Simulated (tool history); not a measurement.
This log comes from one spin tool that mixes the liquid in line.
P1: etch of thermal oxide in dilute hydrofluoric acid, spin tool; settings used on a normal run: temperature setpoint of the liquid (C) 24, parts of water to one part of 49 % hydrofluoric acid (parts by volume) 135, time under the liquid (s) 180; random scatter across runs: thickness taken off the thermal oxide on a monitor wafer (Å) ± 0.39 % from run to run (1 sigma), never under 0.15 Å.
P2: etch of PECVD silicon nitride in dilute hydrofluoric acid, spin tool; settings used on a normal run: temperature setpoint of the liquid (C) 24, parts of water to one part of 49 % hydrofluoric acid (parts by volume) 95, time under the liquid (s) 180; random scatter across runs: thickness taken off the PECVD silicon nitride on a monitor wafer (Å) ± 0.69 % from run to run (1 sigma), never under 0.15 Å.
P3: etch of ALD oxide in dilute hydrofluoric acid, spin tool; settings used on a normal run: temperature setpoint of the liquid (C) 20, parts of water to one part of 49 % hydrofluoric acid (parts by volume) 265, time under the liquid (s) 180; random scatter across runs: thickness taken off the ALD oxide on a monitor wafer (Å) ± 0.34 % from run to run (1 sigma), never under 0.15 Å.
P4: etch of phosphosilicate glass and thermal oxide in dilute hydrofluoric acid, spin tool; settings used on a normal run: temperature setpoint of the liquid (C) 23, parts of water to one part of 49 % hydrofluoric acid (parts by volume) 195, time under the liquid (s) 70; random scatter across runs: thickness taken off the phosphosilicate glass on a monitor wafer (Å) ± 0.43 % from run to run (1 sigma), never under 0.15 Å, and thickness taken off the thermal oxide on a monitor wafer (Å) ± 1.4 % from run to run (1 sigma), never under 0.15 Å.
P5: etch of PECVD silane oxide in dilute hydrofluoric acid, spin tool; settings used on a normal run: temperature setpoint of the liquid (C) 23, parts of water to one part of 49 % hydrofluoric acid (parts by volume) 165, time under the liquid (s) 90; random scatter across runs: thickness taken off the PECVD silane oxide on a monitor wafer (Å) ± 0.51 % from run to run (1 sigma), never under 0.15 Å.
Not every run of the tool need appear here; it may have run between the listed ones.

run	hour	process that ran	temperature setpoint of the liquid (C)	parts of water to one part of 49 % hydrofluoric acid (parts by volume)	time under the liquid (s)	hours since the thermometer was replaced	hours since the hydrofluoric acid flow meter was replaced	thickness taken off the thermal oxide on a monitor wafer (Å)	thickness taken off the PECVD silicon nitride on a monitor wafer (Å)	thickness taken off the ALD oxide on a monitor wafer (Å)	thickness taken off the phosphosilicate glass on a monitor wafer (Å)	thickness taken off the PECVD silane oxide on a monitor wafer (Å)
1	6.6	P1	24	135	180	455.7	839.6	60.734				
2	12.2	P1	24	135	180	461.3	845.2	60.373				
3	16.7	P2	24	95	30	465.8	849.7		6.6796			
4	25	P1	24	135	180	474.1	858	61.194				
5	31.9	P1	24	240	180	481	864.9	30.773				
6	37.2	P3	20	385	180	486.3	870.2			40.331		
# hour 40.3: hydrofluoric acid flow meter replaced
7	45.9	P3	20	265	180	495	5.6			65.136		
8	50	P2	24	95	180	499.1	9.7		40.102			
9	54	P4	23	30	70	503.1	13.7	116.36			1996.7	
10	59.5	P5	23	165	140	508.6	19.2					166.38
11	67	P4	23	195	70	516.1	26.7	14.946			250.28	
12	71	P1	24	135	15	520.1	30.7	5.0816				
13	75.7	P2	24	180	180	524.8	35.4		21.169			
14	84.1	P5	23	245	90	533.2	43.8					66.494
15	89.9	P5	17	165	90	539	49.6					85.193
16	96.2	P2	24	95	180	545.3	55.9		40.671			
17	100.6	P1	24	135	180	549.7	60.3	60.92				
18	105.5	P1	18.5	230	180	554.6	65.2	26.175				
19	110.9	P4	23	195	130	560	70.6	27.714			468.03	
20	118.9	P1	24	55	180	568	78.6	164.61				
21	124.1	P1	24	135	180	573.2	83.8	60.528				
22	131	P5	23	165	90	580.1	90.7					108.02
23	136.7	P3	20	265	290	585.8	96.4			105.51		
24	144.3	P4	18.5	195	70	593.4	104	12.772			212.02	
25	152.5	P2	32	95	180	601.6	112.2		67.443			
26	158.2	P3	17	265	180	607.3	117.9			58.047		
27	162.4	P1	29	135	180	611.5	122.1	73.746				
28	168.2	P1	17	135	180	617.3	127.9	45.856				
29	176.7	P1	24	135	300	625.8	136.4	101.79				
30	183.2	P1	24	135	180	632.3	142.9	60.904				
31	189.2	P1	24	135	180	638.3	148.9	60.84				
32	196.1	P1	24	135	180	645.2	155.8	62.823				
33	203.8	P1	24	135	180	652.9	163.5	64.053				
34	208.2	P1	24	135	180	657.3	167.9	64.6				
35	216	P1	24	135	180	665.1	175.7	65.096				
36	223.5	P1	24	135	180	672.6	183.2	65.203				
37	231.8	P1	24	135	180	680.9	191.5	65.877				
38	237.4	P1	24	135	180	686.5	197.1	65.587				
39	243	P1	24	135	180	692.1	202.7	65.286				

The log shows P1 creeping away from where it was. Any of the 2 causes listed here, at the size stated for it, fits the log just as well as the others:
A: liquid hotter than its thermometer reads (K) = 2.01
B: hydrofluoric acid flow above the setpoint (%) = 6.88
The creep began at about hour 189.2.

Which of the 4 check runs listed below separates the causes, so that each cause would produce a clearly different result? Each run uses one wafer, and its results are marked with question marks.
check 1	248.6	P5	23	235	135							?
check 2	248.6	P4	23	70	70			?			?	
check 3	248.6	P3	17	265	180					?		
check 4	248.6	P2	24	155	180				?			

Check results expected under each cause:
check	result	if A	if B
check 1	thickness taken off the PECVD silane oxide on a monitor wafer (Å)	113.18	114.24
check 2	thickness taken off the thermal oxide on a monitor wafer (Å)	52.207	51.732
check 2	thickness taken off the phosphosilicate glass on a monitor wafer (Å)	879.14	871.13
check 3	thickness taken off the ALD oxide on a monitor wafer (Å)	62.682	62.98
check 4	thickness taken off the PECVD silicon nitride on a monitor wafer (Å)	28.179	26.474
Distance between the nearest two causes, measured in the result of the check that separates them most: check 1 0.94 %; check 2 0.91 %; check 3 0.48 %; check 4 6.24 %
Only in check 4 would the causes give clearly different results; in the remaining checks their results would be nearly the same.

Then check 4 was run and gave: thickness taken off the PECVD silicon nitride on a monitor wafer (Å) 28.48. Which cause is it?

The correct cause is A, namely: liquid hotter than its thermometer reads (K).

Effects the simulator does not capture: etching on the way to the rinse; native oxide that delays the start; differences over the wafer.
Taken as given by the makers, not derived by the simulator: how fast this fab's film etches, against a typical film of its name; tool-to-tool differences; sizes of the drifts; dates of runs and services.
